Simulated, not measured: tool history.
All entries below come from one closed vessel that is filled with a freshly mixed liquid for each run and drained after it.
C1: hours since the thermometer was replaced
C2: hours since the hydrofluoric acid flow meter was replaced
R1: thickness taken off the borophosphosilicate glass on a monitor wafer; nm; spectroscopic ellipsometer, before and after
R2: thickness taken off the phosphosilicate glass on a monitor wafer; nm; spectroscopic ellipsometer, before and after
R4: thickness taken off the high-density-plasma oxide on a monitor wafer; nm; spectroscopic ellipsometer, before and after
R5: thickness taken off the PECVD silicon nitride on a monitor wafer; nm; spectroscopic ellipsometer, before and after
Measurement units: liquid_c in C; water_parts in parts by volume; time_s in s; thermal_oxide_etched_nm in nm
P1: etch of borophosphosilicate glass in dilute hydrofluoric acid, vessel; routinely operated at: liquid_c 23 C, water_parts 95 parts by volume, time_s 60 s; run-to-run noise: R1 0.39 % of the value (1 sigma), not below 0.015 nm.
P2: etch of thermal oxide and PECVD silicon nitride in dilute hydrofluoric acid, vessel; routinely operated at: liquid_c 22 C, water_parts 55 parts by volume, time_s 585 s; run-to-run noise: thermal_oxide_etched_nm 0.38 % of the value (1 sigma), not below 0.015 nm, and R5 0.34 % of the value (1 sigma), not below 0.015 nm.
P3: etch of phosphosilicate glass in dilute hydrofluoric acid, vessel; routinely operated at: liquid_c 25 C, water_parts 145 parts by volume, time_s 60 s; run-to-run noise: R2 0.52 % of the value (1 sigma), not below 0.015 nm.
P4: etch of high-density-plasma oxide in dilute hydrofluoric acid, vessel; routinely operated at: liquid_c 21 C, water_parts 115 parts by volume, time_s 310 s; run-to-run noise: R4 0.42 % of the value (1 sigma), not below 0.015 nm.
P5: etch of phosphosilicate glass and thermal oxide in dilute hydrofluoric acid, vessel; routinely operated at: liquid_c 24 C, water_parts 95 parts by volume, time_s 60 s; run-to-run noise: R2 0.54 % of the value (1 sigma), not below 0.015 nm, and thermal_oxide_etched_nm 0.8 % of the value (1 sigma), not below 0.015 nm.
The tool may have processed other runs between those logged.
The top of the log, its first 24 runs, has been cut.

run 25 hour=195.2 | process=P1 liquid_c=23 water_parts=95 time_s=60 | C1=1056 C2=1346 | R1=29.076
run 26 hour=206.3 | process=P3 liquid_c=25 water_parts=145 time_s=90 | C1=1067.1 C2=1357.1 | R2=91.428
run 27 hour=212 | process=P1 liquid_c=23 water_parts=135 time_s=60 | C1=1072.8 C2=1362.8 | R1=19.587
run 28 hour=223.3 | process=P4 liquid_c=21 water_parts=115 time_s=310 | C1=1084.1 C2=1374.1 | R4=14.867
run 29 hour=230.6 | process=P1 liquid_c=23 water_parts=95 time_s=30 | C1=1091.4 C2=1381.4 | R1=14.611
run 30 hour=239.5 | process=P1 liquid_c=23 water_parts=95 time_s=60 | C1=1100.3 C2=1390.3 | R1=29.015
run 31 hour=250 | process=P1 liquid_c=23 water_parts=95 time_s=60 | C1=1110.8 C2=1400.8 | R1=27.981
run 32 hour=261 | process=P1 liquid_c=23 water_parts=95 time_s=60 | C1=1121.8 C2=1411.8 | R1=27.499

Forecast run 33:
run 33 hour=266.6 | process=P1 liquid_c=23 water_parts=95 time_s=60 | C1=1127.4 C2=1417.4 | R1=?

For run 33 the tool returned R1 27.341 nm.
